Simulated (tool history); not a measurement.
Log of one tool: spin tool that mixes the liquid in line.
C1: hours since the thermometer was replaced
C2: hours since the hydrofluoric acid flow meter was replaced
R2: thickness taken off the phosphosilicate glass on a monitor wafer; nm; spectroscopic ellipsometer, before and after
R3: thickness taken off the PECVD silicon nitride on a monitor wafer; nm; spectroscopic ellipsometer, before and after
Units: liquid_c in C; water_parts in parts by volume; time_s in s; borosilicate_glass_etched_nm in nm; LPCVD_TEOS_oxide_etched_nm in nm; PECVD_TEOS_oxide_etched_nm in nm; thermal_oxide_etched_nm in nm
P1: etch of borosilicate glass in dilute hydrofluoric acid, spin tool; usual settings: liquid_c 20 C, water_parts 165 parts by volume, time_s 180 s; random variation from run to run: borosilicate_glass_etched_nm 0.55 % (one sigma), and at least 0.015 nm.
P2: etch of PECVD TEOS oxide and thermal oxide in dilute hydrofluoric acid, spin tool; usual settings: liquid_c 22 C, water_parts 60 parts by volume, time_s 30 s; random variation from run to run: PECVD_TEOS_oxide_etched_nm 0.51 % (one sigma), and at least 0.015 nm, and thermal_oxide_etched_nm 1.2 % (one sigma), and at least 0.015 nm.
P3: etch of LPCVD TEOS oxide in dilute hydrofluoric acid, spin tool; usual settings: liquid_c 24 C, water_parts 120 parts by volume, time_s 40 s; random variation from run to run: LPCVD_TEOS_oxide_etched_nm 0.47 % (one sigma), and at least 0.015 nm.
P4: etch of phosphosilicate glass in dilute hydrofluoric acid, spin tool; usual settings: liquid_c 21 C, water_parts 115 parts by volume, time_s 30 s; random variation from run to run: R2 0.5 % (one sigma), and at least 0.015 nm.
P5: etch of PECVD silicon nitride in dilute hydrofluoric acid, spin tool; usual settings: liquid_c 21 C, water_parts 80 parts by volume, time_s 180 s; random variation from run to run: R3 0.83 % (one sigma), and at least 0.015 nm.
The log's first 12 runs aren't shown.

run 13 hour=101.2 | process=P4 liquid_c=17 water_parts=115 time_s=30 | C1=1065.3 C2=281.2 | R2=33.719
run 14 hour=107.6 | process=P3 liquid_c=24 water_parts=120 time_s=40 | C1=1071.7 C2=287.6 | LPCVD_TEOS_oxide_etched_nm=11.703
run 15 hour=116.2 | process=P3 liquid_c=24 water_parts=120 time_s=15 | C1=1080.3 C2=296.2 | LPCVD_TEOS_oxide_etched_nm=4.4294
run 16 hour=123.1 | process=P3 liquid_c=24 water_parts=120 time_s=40 | C1=1087.2 C2=303.1 | LPCVD_TEOS_oxide_etched_nm=11.834
run 17 hour=132.1 | process=P2 liquid_c=22 water_parts=20 time_s=30 | C1=1096.2 C2=312.1 | PECVD_TEOS_oxide_etched_nm=25.249 thermal_oxide_etched_nm=7.2193
run 18 hour=142.3 | process=P3 liquid_c=17 water_parts=120 time_s=40 | C1=1106.4 C2=322.3 | LPCVD_TEOS_oxide_etched_nm=8.8211
run 19 hour=153 | process=P1 liquid_c=26.5 water_parts=165 time_s=180 | C1=1117.1 C2=333 | borosilicate_glass_etched_nm=30.334
run 20 hour=158.9 | process=P5 liquid_c=21 water_parts=80 time_s=180 | C1=1123 C2=338.9 | R3=3.0853
run 21 hour=167 | process=P5 liquid_c=17 water_parts=80 time_s=180 | C1=1131.1 C2=347 | R3=2.2975
run 22 hour=176.7 | process=P5 liquid_c=21 water_parts=80 time_s=180 | C1=1140.8 C2=356.7 | R3=3.0625
run 23 hour=184.6 | process=P1 liquid_c=20 water_parts=165 time_s=15 | C1=1148.7 C2=364.6 | borosilicate_glass_etched_nm=1.9699
run 24 hour=192 | process=P1 liquid_c=24.5 water_parts=290 time_s=180 | C1=1156.1 C2=372 | borosilicate_glass_etched_nm=13.852

The next listed run, before its measurement:
run 25 hour=198.3 | process=P1 liquid_c=20 water_parts=165 time_s=180 | C1=1162.4 C2=378.3 | borosilicate_glass_etched_nm=?

borosilicate_glass_etched_nm: 23.465 nm
